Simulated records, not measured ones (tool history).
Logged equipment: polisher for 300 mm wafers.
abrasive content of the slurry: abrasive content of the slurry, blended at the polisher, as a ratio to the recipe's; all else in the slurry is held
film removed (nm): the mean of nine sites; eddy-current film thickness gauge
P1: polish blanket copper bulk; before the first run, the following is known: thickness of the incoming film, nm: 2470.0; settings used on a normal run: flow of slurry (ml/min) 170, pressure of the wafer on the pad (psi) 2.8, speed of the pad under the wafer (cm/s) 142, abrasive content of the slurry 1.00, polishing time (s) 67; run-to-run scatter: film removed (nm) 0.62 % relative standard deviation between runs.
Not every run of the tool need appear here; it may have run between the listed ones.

| run | day | flow of slurry (ml/min) | pressure of the wafer on the pad (psi) | speed of the pad under the wafer (cm/s) | abrasive content of the slurry | polishing time (s) | wafers polished on this pad | hours since the slurry nozzle was cleaned | hours since the head pressure was calibrated | hours since the slurry blender was calibrated | film removed (nm) |
|---|---|---|---|---|---|---|---|---|---|---|---|
| 1 | 0.179 | 170 | 2.8 | 142 | 1.00 | 67 | 520 | 294.6 | 537.7 | 289.7 | 952.82 |
| 2 | 0.358 | 170 | 2.8 | 192 | 1.00 | 67 | 575 | 298.9 | 542.0 | 294.0 | 1290.80 |
|  | 0.467 | slurry nozzle cleaned |
| 3 | 0.529 | 265 | 2.8 | 142 | 1.00 | 67 | 627 | 1.5 | 546.1 | 298.1 | 1008.70 |
| 4 | 0.671 | 170 | 2.8 | 142 | 1.00 | 67 | 670 | 4.9 | 549.5 | 301.5 | 952.40 |
| 5 | 0.783 | 170 | 4.2 | 142 | 1.00 | 67 | 705 | 7.6 | 552.2 | 304.2 | 1419.40 |
| 6 | 1.012 | 105 | 2.8 | 142 | 1.00 | 67 | 775 | 13.1 | 557.7 | 309.7 | 863.83 |
|  | 1.075 | head pressure recalibrated |
| 7 | 1.208 | 170 | 2.8 | 142 | 0.60 | 67 | 835 | 17.8 | 3.2 | 314.4 | 853.41 |
| 8 | 1.396 | 170 | 2.8 | 96 | 1.00 | 47 | 892 | 22.3 | 7.7 | 318.9 | 448.48 |
| 9 | 1.512 | 130 | 2.8 | 142 | 0.75 | 67 | 928 | 25.1 | 10.5 | 321.7 | 864.80 |
| 10 | 1.746 | 170 | 2.8 | 142 | 1.00 | 67 | 999 | 30.7 | 16.1 | 327.3 | 954.76 |
| 11 | 1.921 | 170 | 2.8 | 206 | 1.00 | 49 | 1053 | 34.9 | 20.3 | 331.5 | 1012.20 |
| 12 | 2.125 | 170 | 2.8 | 64 | 1.00 | 67 | 1115 | 39.8 | 25.2 | 336.4 | 423.84 |
| 13 | 2.354 | 170 | 2.8 | 142 | 1.00 | 67 | 1185 | 45.3 | 30.7 | 341.9 | 955.73 |
| 14 | 2.471 | 170 | 2.8 | 142 | 1.35 | 67 | 1221 | 48.1 | 33.5 | 344.7 | 1018.80 |
| 15 | 2.708 | 170 | 2.8 | 142 | 1.00 | 30 | 1294 | 53.8 | 39.2 | 350.4 | 424.42 |
| 16 | 2.867 | 170 | 1.5 | 142 | 1.00 | 67 | 1342 | 57.6 | 43.0 | 354.2 | 509.08 |
|  | 2.900 | worn pad replaced by a new one |
| 17 | 2.992 | 170 | 2.8 | 142 | 1.00 | 67 | 28 | 60.6 | 46.0 | 357.2 | 954.20 |
|  | 3.146 | slurry blender recalibrated |
| 18 | 3.204 | 170 | 2.8 | 142 | 1.00 | 67 | 93 | 65.7 | 51.1 | 1.4 | 960.76 |
| 19 | 3.396 | 170 | 2.8 | 142 | 1.00 | 105 | 152 | 70.3 | 55.7 | 6.0 | 1490.00 |
| 20 | 3.654 | 170 | 2.8 | 142 | 1.00 | 67 | 231 | 76.5 | 61.9 | 12.2 | 944.01 |
| 21 | 3.767 | 170 | 2.8 | 142 | 1.00 | 67 | 265 | 79.2 | 64.6 | 14.9 | 942.87 |
| 22 | 3.900 | 170 | 2.8 | 142 | 1.00 | 67 | 306 | 82.4 | 67.8 | 18.1 | 922.29 |
| 23 | 4.138 | 170 | 2.8 | 142 | 1.00 | 67 | 379 | 88.1 | 73.5 | 23.8 | 917.37 |
| 24 | 4.379 | 170 | 2.8 | 142 | 1.00 | 67 | 452 | 93.9 | 79.3 | 29.6 | 909.02 |
| 25 | 4.600 | 170 | 2.8 | 142 | 1.00 | 67 | 520 | 99.2 | 84.6 | 34.9 | 889.29 |
|  | 4.683 | slurry blender recalibrated |
| 26 | 4.867 | 170 | 2.8 | 142 | 1.00 | 67 | 602 | 105.6 | 91.0 | 4.4 | 887.05 |
| 27 | 5.008 | 170 | 2.8 | 142 | 1.00 | 67 | 645 | 109.0 | 94.4 | 7.8 | 892.86 |
| 28 | 5.121 | 170 | 2.8 | 142 | 1.00 | 67 | 679 | 111.7 | 97.1 | 10.5 | 892.55 |
|  | 5.171 | worn pad replaced by a new one |
| 29 | 5.375 | 170 | 2.8 | 142 | 1.00 | 67 | 63 | 117.8 | 103.2 | 16.6 | 874.84 |
| 30 | 5.542 | 170 | 2.8 | 142 | 1.00 | 67 | 114 | 121.8 | 107.2 | 20.6 | 887.48 |
| 31 | 5.742 | 170 | 2.8 | 142 | 1.00 | 67 | 175 | 126.6 | 112.0 | 25.4 | 889.33 |

What P1 gives has crept away from where it was. These 2 causes fit the log equally well, each at the size given:
A: head's pressure below its setpoint, % = 7.02
B: slurry flow missing at the pad, % = 32.4
The drift started at roughly day 3.654.
Ruled out, with reasons:
removal rate lost through wear of the pad, %: serviced at day 5.171, which brought nothing back
abrasive missing from the slurry, %: serviced at day 4.683, which brought nothing back

Which of the check runs below tells the causes apart, meaning the causes would give it clearly different results? Each run uses 5 wafers whose results are averaged, and each result is shown as a question mark.
| check 1 | 5.942 | 260 | 2.8 | 142 | 1.00 | 38 |  |  |  |  | ? |
| check 2 | 5.942 | 170 | 4.1 | 142 | 1.00 | 67 |  |  |  |  | ? |
| check 3 | 5.942 | 170 | 2.8 | 72 | 1.00 | 67 |  |  |  |  | ? |
| check 4 | 5.942 | 170 | 2.8 | 70 | 1.00 | 67 |  |  |  |  | ? |

Expected result of each check under each candidate cause:
| check | result | if A | if B |
|---|---|---|---|
| check 1 | film removed (nm) | 528.81 | 541.54 |
| check 2 | film removed (nm) | 1293.40 | 1293.50 |
| check 3 | film removed (nm) | 447.88 | 447.90 |
| check 4 | film removed (nm) | 435.44 | 435.46 |
How far apart the two closest causes lie, in the result that separates them most: check 1 2.38 %; check 2 0.01 %; check 3 0.01 %; check 4 0.01 %
Check 1 distinguishes between the causes, while the remaining checks would return nearly the same result for all of them.

Check 1 was carried out, with these results: film removed (nm) 538.90. Which of the listed causes is responsible?

The cause is B: slurry flow missing at the pad, %.

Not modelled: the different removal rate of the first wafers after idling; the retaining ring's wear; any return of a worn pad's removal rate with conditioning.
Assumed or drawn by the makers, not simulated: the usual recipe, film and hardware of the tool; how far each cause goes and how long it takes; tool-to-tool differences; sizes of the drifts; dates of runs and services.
